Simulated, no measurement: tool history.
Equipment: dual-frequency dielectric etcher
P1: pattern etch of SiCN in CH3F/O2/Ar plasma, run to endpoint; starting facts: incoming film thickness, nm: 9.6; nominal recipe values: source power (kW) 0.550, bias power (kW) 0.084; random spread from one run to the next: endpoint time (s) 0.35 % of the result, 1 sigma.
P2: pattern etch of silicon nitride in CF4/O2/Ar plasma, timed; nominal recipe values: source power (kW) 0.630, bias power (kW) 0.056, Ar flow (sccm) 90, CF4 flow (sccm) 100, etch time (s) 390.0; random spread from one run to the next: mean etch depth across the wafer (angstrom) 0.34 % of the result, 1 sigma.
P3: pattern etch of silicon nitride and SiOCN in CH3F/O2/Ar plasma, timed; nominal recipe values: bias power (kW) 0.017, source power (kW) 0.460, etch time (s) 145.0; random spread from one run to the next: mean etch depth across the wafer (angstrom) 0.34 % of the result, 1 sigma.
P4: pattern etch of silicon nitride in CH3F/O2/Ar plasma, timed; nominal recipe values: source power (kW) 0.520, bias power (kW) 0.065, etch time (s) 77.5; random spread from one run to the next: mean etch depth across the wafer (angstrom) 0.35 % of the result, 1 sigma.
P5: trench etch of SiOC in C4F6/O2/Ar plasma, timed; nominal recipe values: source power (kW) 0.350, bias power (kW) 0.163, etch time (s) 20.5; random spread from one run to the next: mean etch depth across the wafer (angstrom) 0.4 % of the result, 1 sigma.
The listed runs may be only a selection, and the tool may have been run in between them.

run,hour,process that ran,source power (kW),bias power (kW),etch time (s),Ar flow (sccm),CF4 flow (sccm),hours since the last wet clean,hours since the last source power generator calibration,hours since the last bias power generator calibration,endpoint time (s),mean etch depth across the wafer (angstrom)
1,6.4,P1,0.550,0.084,,,,160.5,2081.7,493.7,21.469,
2,14.5,P4,0.520,0.065,77.5,,,168.6,2089.8,501.8,,568.63
3,21.9,P1,0.550,0.084,,,,176.0,2097.2,509.2,21.539,
4,32.1,P1,0.550,0.105,,,,186.2,2107.4,519.4,19.789,
5,38.8,P1,0.550,0.084,,,,192.9,2114.1,526.1,21.509,
6,47.2,P2,0.630,0.044,390.0,90,100,201.3,2122.5,534.5,,8716.90
7,58.2,P2,0.630,0.056,560.5,90,100,212.3,2133.5,545.5,,13748.00
8,67.2,P3,0.460,0.017,96.5,,,221.3,2142.5,554.5,,124.85
9,75.6,P3,0.660,0.017,145.0,,,229.7,2150.9,562.9,,212.71
# hour 76.8: bias power generator calibrated
10,84.6,P4,0.300,0.065,77.5,,,238.7,2159.9,7.9,,461.50
11,96.6,P1,0.420,0.098,,,,250.7,2171.9,19.9,22.507,
12,104.9,P4,0.520,0.065,77.5,,,259.0,2180.2,28.2,,569.24
13,115.5,P1,0.550,0.061,,,,269.6,2190.8,38.8,23.964,
14,123.7,P3,0.460,0.012,145.0,,,277.8,2199.0,47.0,,163.40
15,131.4,P1,0.730,0.084,,,,285.5,2206.7,54.7,19.237,
16,140.7,P4,0.520,0.065,61.0,,,294.8,2216.0,64.0,,447.46
17,150.2,P3,0.460,0.017,145.0,,,304.3,2225.5,73.5,,188.42
18,157.0,P1,0.370,0.062,,,,311.1,2232.3,80.3,27.599,
19,168.7,P1,0.550,0.084,,,,322.8,2244.0,92.0,21.462,
20,179.6,P1,0.550,0.084,,,,333.7,2254.9,102.9,21.482,
21,188.7,P4,0.520,0.041,77.5,,,342.8,2264.0,112.0,,495.46
22,197.3,P1,0.390,0.084,,,,351.4,2272.6,120.6,24.452,
23,203.9,P2,0.630,0.056,390.0,90,100,358.0,2279.2,127.2,,9554.30
24,211.1,P2,0.800,0.056,390.0,90,100,365.2,2286.4,134.4,,11712.00
25,221.5,P5,0.350,0.163,30.5,,,375.6,2296.8,144.8,,592.97
26,231.3,P2,0.630,0.056,390.0,69,100,385.4,2306.6,154.6,,9848.40
27,237.3,P1,0.550,0.084,,,,391.4,2312.6,160.6,21.403,
28,244.2,P1,0.750,0.061,,,,398.3,2319.5,167.5,21.298,
29,251.2,P5,0.350,0.126,20.5,,,405.3,2326.5,174.5,,370.20
30,261.4,P2,0.630,0.056,390.0,90,59,415.5,2336.7,184.7,,8961.10
31,271.8,P3,0.460,0.017,145.0,,,425.9,2347.1,195.1,,187.34
32,281.0,P5,0.450,0.163,20.5,,,435.1,2356.3,204.3,,441.93
33,287.2,P5,0.350,0.163,20.5,,,441.3,2362.5,210.5,,399.28
34,297.9,P1,0.550,0.084,,,,452.0,2373.2,221.2,21.533,
35,305.3,P1,0.550,0.084,,,,459.4,2380.6,228.6,21.500,
36,316.8,P1,0.550,0.084,,,,470.9,2392.1,240.1,21.290,
37,327.7,P1,0.550,0.084,,,,481.8,2403.0,251.0,21.133,
38,337.9,P1,0.550,0.084,,,,492.0,2413.2,261.2,21.160,
39,345.2,P1,0.550,0.084,,,,499.3,2420.5,268.5,21.180,
# hour 345.6: wet clean of the chamber
40,355.1,P1,0.550,0.084,,,,9.5,2430.4,278.4,21.043,
41,364.0,P1,0.550,0.084,,,,18.4,2439.3,287.3,21.081,

P1 no longer gives what it gave before; its output has crept away from where it was. The following 2 causes, each at its listed size, fit the log equally well:
A: source power that arrives over what is set, % = 4.71
B: bias power that arrives over what is set, % = 4.93
The creep began at about hour 305.3.
Each remaining cause and why it is not a fit:
chamber walls in a state that raises the etch rate, %: serviced at hour 345.6, which brought nothing back

Consider the 4 check runs below, whose results appear as question marks and each of which averages 2 wafers. Which one distinguishes the causes, in that each cause would give it a clearly different result?
check 1,372.9,P5,0.430,0.163,20.5,,,,,,,?
check 2,372.9,P3,0.650,0.017,145.0,,,,,,,?
check 3,372.9,P4,0.330,0.045,77.5,,,,,,,?
check 4,372.9,P2,0.630,0.056,465.5,90,100,,,,,?

Predicted outcomes, by check and by cause:
check,result,if A,if B
check 1,mean etch depth across the wafer (angstrom),439.91,438.52
check 2,mean etch depth across the wafer (angstrom),215.14,215.73
check 3,mean etch depth across the wafer (angstrom),432.42,431.14
check 4,mean etch depth across the wafer (angstrom),11896.00,11635.00
Distance between the nearest two causes, measured in the result of the check that separates them most: check 1 0.32 %; check 2 0.27 %; check 3 0.3 %; check 4 2.22 %
Only check 4 tells the causes apart: in the others they would give nearly the same result.

With check 4 done, the readings were: mean etch depth across the wafer (angstrom) 11841.00. Identify which of the listed causes applies.

Of the candidate causes, it is A: source power that arrives over what is set, %.

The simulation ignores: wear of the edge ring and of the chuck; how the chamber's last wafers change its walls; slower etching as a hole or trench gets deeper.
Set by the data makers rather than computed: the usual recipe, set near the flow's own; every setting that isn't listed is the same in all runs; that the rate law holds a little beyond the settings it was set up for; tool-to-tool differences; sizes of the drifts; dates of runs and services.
